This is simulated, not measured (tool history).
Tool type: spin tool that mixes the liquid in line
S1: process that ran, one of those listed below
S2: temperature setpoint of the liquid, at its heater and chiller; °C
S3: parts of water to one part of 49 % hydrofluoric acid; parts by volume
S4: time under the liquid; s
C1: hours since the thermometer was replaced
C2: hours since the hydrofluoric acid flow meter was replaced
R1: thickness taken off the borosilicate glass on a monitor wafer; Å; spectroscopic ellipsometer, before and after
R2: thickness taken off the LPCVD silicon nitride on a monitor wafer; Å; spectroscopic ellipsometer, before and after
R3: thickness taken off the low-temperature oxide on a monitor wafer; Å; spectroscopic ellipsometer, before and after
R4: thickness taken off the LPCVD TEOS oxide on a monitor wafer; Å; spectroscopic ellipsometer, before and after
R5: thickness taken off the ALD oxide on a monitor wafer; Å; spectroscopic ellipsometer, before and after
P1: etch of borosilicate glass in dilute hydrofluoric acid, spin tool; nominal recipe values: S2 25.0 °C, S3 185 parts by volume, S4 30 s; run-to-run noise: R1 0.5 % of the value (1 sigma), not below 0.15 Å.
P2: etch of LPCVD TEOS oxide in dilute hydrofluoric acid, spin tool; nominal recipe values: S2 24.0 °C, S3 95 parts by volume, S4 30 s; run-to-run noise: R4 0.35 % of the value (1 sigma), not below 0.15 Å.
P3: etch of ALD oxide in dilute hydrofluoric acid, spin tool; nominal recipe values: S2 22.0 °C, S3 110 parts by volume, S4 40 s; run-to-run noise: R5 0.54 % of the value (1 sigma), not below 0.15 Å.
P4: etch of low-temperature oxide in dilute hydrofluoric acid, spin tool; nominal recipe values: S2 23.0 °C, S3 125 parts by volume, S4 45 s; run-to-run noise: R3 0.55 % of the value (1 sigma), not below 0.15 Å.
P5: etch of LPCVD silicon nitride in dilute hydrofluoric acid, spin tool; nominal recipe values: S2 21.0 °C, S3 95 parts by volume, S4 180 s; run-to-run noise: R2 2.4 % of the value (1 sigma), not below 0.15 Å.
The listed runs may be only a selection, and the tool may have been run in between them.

run   hour  S1    S2   S3   S4      C1     C2       R1       R2      R3       R4      R5
  1   12.4  P1  25.0  185   30   831.1  331.5   62.246
  2   25.5  P5  21.0   25  180   844.2  344.6           29.9040
  3   36.1  P1  25.0  280   30   854.8  355.2   37.436
  4   49.1  P4  23.0  180   45   867.8  368.2                    29.551
  5   60.3  P2  24.0   95   15   879.0  379.4                             32.786
  6   67.2  P1  25.0  185   30   885.9  386.3   62.162
  7   74.5  P4  31.5  125   45   893.2  393.6                    62.017
  8   84.6  P1  25.0  250   15   903.3  403.7   21.577
  9   97.8  P1  25.0  105   30   916.5  416.9  119.950
 10  111.5  P2  24.0   95   30   930.2  430.6                             65.284
 11  123.8  P1  32.5  185   30   942.5  442.9   81.860
 12  134.2  P5  21.0   95  180   952.9  453.3            8.8802
 13  143.3  P3  22.0  110   15   962.0  462.4                                     20.265
     146.1  -- hydrofluoric acid flow meter replaced
 14  150.6  P3  27.0  110   40   969.3    4.5                                     65.702
 15  162.9  P2  32.0   95   30   981.6   16.8                             89.329
 16  171.0  P1  25.0  185   55   989.7   24.9  114.310
 17  178.1  P1  19.0  185   30   996.8   32.0   49.744
 18  185.4  P4  23.0  125   75  1004.1   39.3                    74.921
 19  196.7  P3  22.0  110   40  1015.4   50.6                                     53.908
 20  204.6  P1  25.0  185   30  1023.3   58.5   62.988
 21  216.7  P3  22.0  175   40  1035.4   70.6                                     31.497
     229.1  -- thermometer replaced
 22  229.1  P2  24.0   40   30     0.0   83.0                            167.570
 23  239.2  P5  17.0   95  180    10.1   93.1            6.2556
 24  247.6  P4  23.0  125   45    18.5  101.5                    45.430
 25  258.2  P5  21.0   95  295    29.1  112.1           14.4330
 26  269.5  P1  25.0  185   30    40.4  123.4   62.659

The next listed run, before its measurement:
 27  281.4  P4  23.0  125  45  52.3  135.3           ?

For run 27 the tool returned R3 45.428 Å.

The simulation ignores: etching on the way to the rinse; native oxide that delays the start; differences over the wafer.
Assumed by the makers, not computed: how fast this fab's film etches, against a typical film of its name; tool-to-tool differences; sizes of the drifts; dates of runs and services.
